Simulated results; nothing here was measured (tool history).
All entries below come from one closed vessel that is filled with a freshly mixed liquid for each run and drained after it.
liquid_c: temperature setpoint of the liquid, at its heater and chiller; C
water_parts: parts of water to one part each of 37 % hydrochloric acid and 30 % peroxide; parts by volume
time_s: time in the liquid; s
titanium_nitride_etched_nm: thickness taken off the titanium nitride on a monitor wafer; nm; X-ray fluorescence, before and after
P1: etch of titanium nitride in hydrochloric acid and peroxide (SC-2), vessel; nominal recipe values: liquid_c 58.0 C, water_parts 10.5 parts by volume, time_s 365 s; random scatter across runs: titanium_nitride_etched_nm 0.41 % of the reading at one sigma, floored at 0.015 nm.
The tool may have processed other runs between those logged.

run 1 hour=6.2 | liquid_c=58.0 water_parts=10.5 time_s=365 | titanium_nitride_etched_nm=10.16800
run 2 hour=10.4 | liquid_c=72.0 water_parts=10.5 time_s=365 | titanium_nitride_etched_nm=23.67300
run 3 hour=16.6 | liquid_c=58.0 water_parts=10.5 time_s=365 | titanium_nitride_etched_nm=10.12900
run 4 hour=23.4 | liquid_c=69.5 water_parts=10.5 time_s=550 | titanium_nitride_etched_nm=30.86000
run 5 hour=31.0 | liquid_c=58.0 water_parts=10.5 time_s=365 | titanium_nitride_etched_nm=10.09800
run 6 hour=38.4 | liquid_c=58.0 water_parts=14.5 time_s=365 | titanium_nitride_etched_nm=7.60080
run 7 hour=44.1 | liquid_c=51.5 water_parts=5.0 time_s=365 | titanium_nitride_etched_nm=11.75300
run 8 hour=51.6 | liquid_c=58.0 water_parts=10.5 time_s=540 | titanium_nitride_etched_nm=14.95400
run 9 hour=56.2 | liquid_c=58.0 water_parts=10.5 time_s=30 | titanium_nitride_etched_nm=0.84337
-- hour=59.4 chemicals flow meter replaced
run 10 hour=60.5 | liquid_c=58.0 water_parts=10.5 time_s=365 | titanium_nitride_etched_nm=10.04900
run 11 hour=66.6 | liquid_c=58.0 water_parts=10.5 time_s=365 | titanium_nitride_etched_nm=10.12900
run 12 hour=72.7 | liquid_c=43.0 water_parts=10.5 time_s=365 | titanium_nitride_etched_nm=3.72050
run 13 hour=77.1 | liquid_c=58.0 water_parts=4.0 time_s=365 | titanium_nitride_etched_nm=21.10200
run 14 hour=83.1 | liquid_c=45.5 water_parts=4.0 time_s=365 | titanium_nitride_etched_nm=9.18360
run 15 hour=90.4 | liquid_c=58.0 water_parts=10.5 time_s=365 | titanium_nitride_etched_nm=10.00700
run 16 hour=97.3 | liquid_c=58.0 water_parts=10.5 time_s=365 | titanium_nitride_etched_nm=10.02100
run 17 hour=103.6 | liquid_c=58.0 water_parts=10.5 time_s=365 | titanium_nitride_etched_nm=9.86270
run 18 hour=109.1 | liquid_c=58.0 water_parts=10.5 time_s=365 | titanium_nitride_etched_nm=9.52420
run 19 hour=114.1 | liquid_c=58.0 water_parts=10.5 time_s=365 | titanium_nitride_etched_nm=9.41940
run 20 hour=120.9 | liquid_c=58.0 water_parts=10.5 time_s=365 | titanium_nitride_etched_nm=9.43640
-- hour=125.0 new drum of peroxide connected
run 21 hour=127.6 | liquid_c=58.0 water_parts=10.5 time_s=365 | titanium_nitride_etched_nm=9.23390
run 22 hour=134.3 | liquid_c=58.0 water_parts=10.5 time_s=365 | titanium_nitride_etched_nm=9.26410
run 23 hour=141.4 | liquid_c=58.0 water_parts=10.5 time_s=365 | titanium_nitride_etched_nm=9.20530
run 24 hour=146.0 | liquid_c=58.0 water_parts=10.5 time_s=365 | titanium_nitride_etched_nm=9.13210
run 25 hour=150.8 | liquid_c=58.0 water_parts=10.5 time_s=365 | titanium_nitride_etched_nm=9.22180
run 26 hour=157.5 | liquid_c=58.0 water_parts=10.5 time_s=365 | titanium_nitride_etched_nm=9.15820

P1 no longer gives what it gave before; its output has crept away from where it was. The following 2 causes, each at its listed size, fit the log equally well:
A: liquid colder than its thermometer reads (K) = 1.49
B: chemicals flow below the setpoint (%) = 10.5
At approximately hour 97.3, the process output began to creep.
Ruled out, with reasons:
peroxide weaker than its label (%): serviced after onset, at hour 125.0, with no recovery of the prior output

The 4 check runs listed below each average the results of 2 wafers, and their outcomes are marked with question marks. Under which run would the listed causes produce clearly different results?
run check 1 hour=164.2 | liquid_c=67.5 water_parts=10.5 time_s=105 | titanium_nitride_etched_nm=?
run check 2 hour=164.2 | liquid_c=72.0 water_parts=10.5 time_s=160 | titanium_nitride_etched_nm=?
run check 3 hour=164.2 | liquid_c=67.5 water_parts=10.5 time_s=95 | titanium_nitride_etched_nm=?
run check 4 hour=164.2 | liquid_c=44.0 water_parts=4.0 time_s=365 | titanium_nitride_etched_nm=?

Expected result of each check under each candidate cause:
check=check_1 result=titanium_nitride_etched_nm if_A=4.75920 if_B=4.73920
check=check_2 result=titanium_nitride_etched_nm if_A=9.48870 if_B=9.42690
check=check_3 result=titanium_nitride_etched_nm if_A=4.30590 if_B=4.28780
check=check_4 result=titanium_nitride_etched_nm if_A=7.47550 if_B=7.69060
How far apart the two closest causes lie, in the result that separates them most: check 1 0.42 %; check 2 0.65 %; check 3 0.42 %; check 4 2.84 %
Only in check 4 would the causes give clearly different results; in the remaining checks their results would be nearly the same.

Running check 4 produced the following: titanium_nitride_etched_nm 7.69220 nm. Which one of the listed causes fits?

It was cause B: chemicals flow below the setpoint (%).
